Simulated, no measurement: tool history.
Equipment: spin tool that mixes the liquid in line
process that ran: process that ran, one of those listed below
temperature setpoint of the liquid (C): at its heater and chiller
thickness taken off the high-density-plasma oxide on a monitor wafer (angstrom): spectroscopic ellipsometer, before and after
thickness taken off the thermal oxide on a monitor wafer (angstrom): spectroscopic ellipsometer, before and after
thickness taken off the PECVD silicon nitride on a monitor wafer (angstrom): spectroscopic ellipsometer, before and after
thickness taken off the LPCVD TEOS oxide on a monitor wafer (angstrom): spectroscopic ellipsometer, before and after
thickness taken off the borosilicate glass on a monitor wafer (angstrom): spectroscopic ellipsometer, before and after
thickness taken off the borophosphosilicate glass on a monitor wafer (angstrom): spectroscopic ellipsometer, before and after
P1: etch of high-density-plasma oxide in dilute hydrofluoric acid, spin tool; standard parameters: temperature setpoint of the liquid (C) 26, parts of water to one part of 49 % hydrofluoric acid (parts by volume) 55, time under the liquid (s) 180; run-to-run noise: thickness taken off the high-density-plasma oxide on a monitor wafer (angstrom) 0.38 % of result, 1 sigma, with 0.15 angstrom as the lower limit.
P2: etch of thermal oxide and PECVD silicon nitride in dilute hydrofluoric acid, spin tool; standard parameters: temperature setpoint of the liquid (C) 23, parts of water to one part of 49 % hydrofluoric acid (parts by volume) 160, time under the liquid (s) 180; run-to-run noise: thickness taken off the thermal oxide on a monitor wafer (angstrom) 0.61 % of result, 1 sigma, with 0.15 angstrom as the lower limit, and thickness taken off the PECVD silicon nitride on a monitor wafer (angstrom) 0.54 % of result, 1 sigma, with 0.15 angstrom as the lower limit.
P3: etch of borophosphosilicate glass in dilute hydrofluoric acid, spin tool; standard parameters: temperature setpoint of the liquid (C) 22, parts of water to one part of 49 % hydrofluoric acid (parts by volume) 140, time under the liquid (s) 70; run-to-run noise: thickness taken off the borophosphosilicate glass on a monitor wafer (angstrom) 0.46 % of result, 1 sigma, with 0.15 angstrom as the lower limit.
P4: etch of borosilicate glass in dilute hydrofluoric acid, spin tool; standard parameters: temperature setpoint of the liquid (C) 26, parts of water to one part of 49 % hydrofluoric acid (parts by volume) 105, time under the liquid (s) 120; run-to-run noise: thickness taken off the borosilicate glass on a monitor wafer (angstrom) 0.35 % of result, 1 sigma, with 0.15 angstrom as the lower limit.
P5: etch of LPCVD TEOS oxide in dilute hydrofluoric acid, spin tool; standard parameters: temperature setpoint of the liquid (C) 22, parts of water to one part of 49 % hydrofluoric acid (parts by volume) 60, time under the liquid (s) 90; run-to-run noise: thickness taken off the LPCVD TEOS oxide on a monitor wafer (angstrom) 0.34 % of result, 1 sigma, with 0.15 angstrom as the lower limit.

run,hour,process that ran,temperature setpoint of the liquid (C),parts of water to one part of 49 % hydrofluoric acid (parts by volume),time under the liquid (s),hours since the thermometer was replaced,hours since the hydrofluoric acid flow meter was replaced,thickness taken off the high-density-plasma oxide on a monitor wafer (angstrom),thickness taken off the thermal oxide on a monitor wafer (angstrom),thickness taken off the PECVD silicon nitride on a monitor wafer (angstrom),thickness taken off the LPCVD TEOS oxide on a monitor wafer (angstrom),thickness taken off the borosilicate glass on a monitor wafer (angstrom),thickness taken off the borophosphosilicate glass on a monitor wafer (angstrom)
1,8.1,P1,26,55,180,631.8,1149.3,316.7,,,,,
2,13.3,P1,26,55,280,637,1154.5,496.88,,,,,
3,21.6,P1,26,20,180,645.3,1162.8,920.94,,,,,
4,31.1,P2,23,160,15,654.8,1172.3,,4.259,4.1668,,,
5,38.6,P5,22,60,25,662.3,1179.8,,,,88.009,,
6,43.9,P4,20.5,105,120,667.6,1185.1,,,,,279.8,
7,51.3,P1,26,55,55,675,1192.5,97.168,,,,,
8,59.7,P1,26,55,180,683.4,1200.9,316.51,,,,,
9,68.5,P2,23,50,180,692.2,1209.7,,178.14,144.09,,,
10,78,P3,17,140,70,701.7,1219.2,,,,,,145.03
11,87.4,P3,22,140,100,711.1,1228.6,,,,,,254.87
12,94.8,P3,22,140,70,718.5,1236,,,,,,178.17
13,105,P5,17,60,90,728.7,1246.2,,,,257.9,,
14,114.2,P5,22,25,90,737.9,1255.4,,,,795.43,,
15,122.2,P1,26,55,180,745.9,1263.4,316.38,,,,,
16,132.3,P1,20,55,285,756,1273.5,391.85,,,,,
17,138.6,P1,26,100,180,762.3,1279.8,164.33,,,,,
18,143.5,P1,30.5,20,180,767.2,1284.7,1104.8,,,,,
19,149.5,P1,26,55,180,773.2,1290.7,318.89,,,,,
20,157.1,P4,26,105,120,780.8,1298.3,,,,,347.4,
21,161.7,P5,22,60,90,785.4,1302.9,,,,316.47,,
22,168.2,P3,22,35,70,791.9,1309.4,,,,,,804.11
23,173.1,P5,22,60,90,796.8,1314.3,,,,318.25,,
24,182.2,P2,18.5,160,180,805.9,1323.4,,40.459,34.576,,,
25,191.8,P4,26,105,55,815.5,1333,,,,,159.59,
# hour 196.1: thermometer replaced
26,196.9,P4,26,25,120,0.8,1338.1,,,,,1633.2,
27,205.2,P2,23,160,180,9.1,1346.4,,48.889,45.754,,,
28,215,P1,31,55,180,18.9,1356.2,389.61,,,,,
29,224.5,P1,20.5,55,30,28.4,1365.7,42.179,,,,,
30,230.3,P1,19.5,55,180,34.2,1371.5,242.63,,,,,
31,239.1,P1,26,55,180,43,1380.3,317.97,,,,,
32,245.7,P1,26,55,180,49.6,1386.9,311.2,,,,,
33,256.1,P1,26,55,180,60,1397.3,307.09,,,,,
34,263.1,P1,26,55,180,67,1404.3,304.73,,,,,
35,268.3,P1,26,55,180,72.2,1409.5,301.06,,,,,
36,277.7,P1,26,55,180,81.6,1418.9,300.02,,,,,
37,288.4,P1,26,55,180,92.3,1429.6,298.16,,,,,
38,295.1,P1,26,55,180,99,1436.3,297.39,,,,,
39,305.6,P1,26,55,180,109.5,1446.8,299.05,,,,,
40,314.3,P1,26,55,180,118.2,1455.5,297.86,,,,,
41,320.6,P1,26,55,180,124.5,1461.8,297.74,,,,,

Something has made what P1 gives creep away from where it was; the 2 causes below, each at its own stated size, fit the log equally well:
A: hydrofluoric acid flow below the setpoint (%) = 6.09
B: liquid colder than its thermometer reads (K) = 1.67
The gradual shift began around hour 239.1.

Consider the 4 check runs below, whose results appear as question marks and each of which averages 2 wafers. Which one distinguishes the causes, in that each cause would give it a clearly different result?
check 1,326.9,P5,17,60,90,,,,,,?,,
check 2,326.9,P4,23,35,120,,,,,,,?,
check 3,326.9,P2,23,70,40,,,,?,?,,,
check 4,326.9,P3,17,100,70,,,,,,,,?

If the cause were each of the candidates in turn, the checks would give the following:
check,result,if A,if B
check 1,thickness taken off the LPCVD TEOS oxide on a monitor wafer (angstrom),239.79,238.46
check 2,thickness taken off the borosilicate glass on a monitor wafer (angstrom),948.87,944.39
check 3,thickness taken off the thermal oxide on a monitor wafer (angstrom),25.564,25.56
check 3,thickness taken off the PECVD silicon nitride on a monitor wafer (angstrom),21.689,20.601
check 4,thickness taken off the borophosphosilicate glass on a monitor wafer (angstrom),198.5,198.21
How far apart the two closest causes lie, in the result that separates them most: check 1 0.56 %; check 2 0.47 %; check 3 5.15 %; check 4 0.15 %
Only check 3 tells the causes apart: in the others they would give nearly the same result.

Check 3 was carried out, with these results: thickness taken off the thermal oxide on a monitor wafer (angstrom) 25.257; thickness taken off the PECVD silicon nitride on a monitor wafer (angstrom) 20.545. Which of the listed causes is responsible?

It is B: liquid colder than its thermometer reads (K).

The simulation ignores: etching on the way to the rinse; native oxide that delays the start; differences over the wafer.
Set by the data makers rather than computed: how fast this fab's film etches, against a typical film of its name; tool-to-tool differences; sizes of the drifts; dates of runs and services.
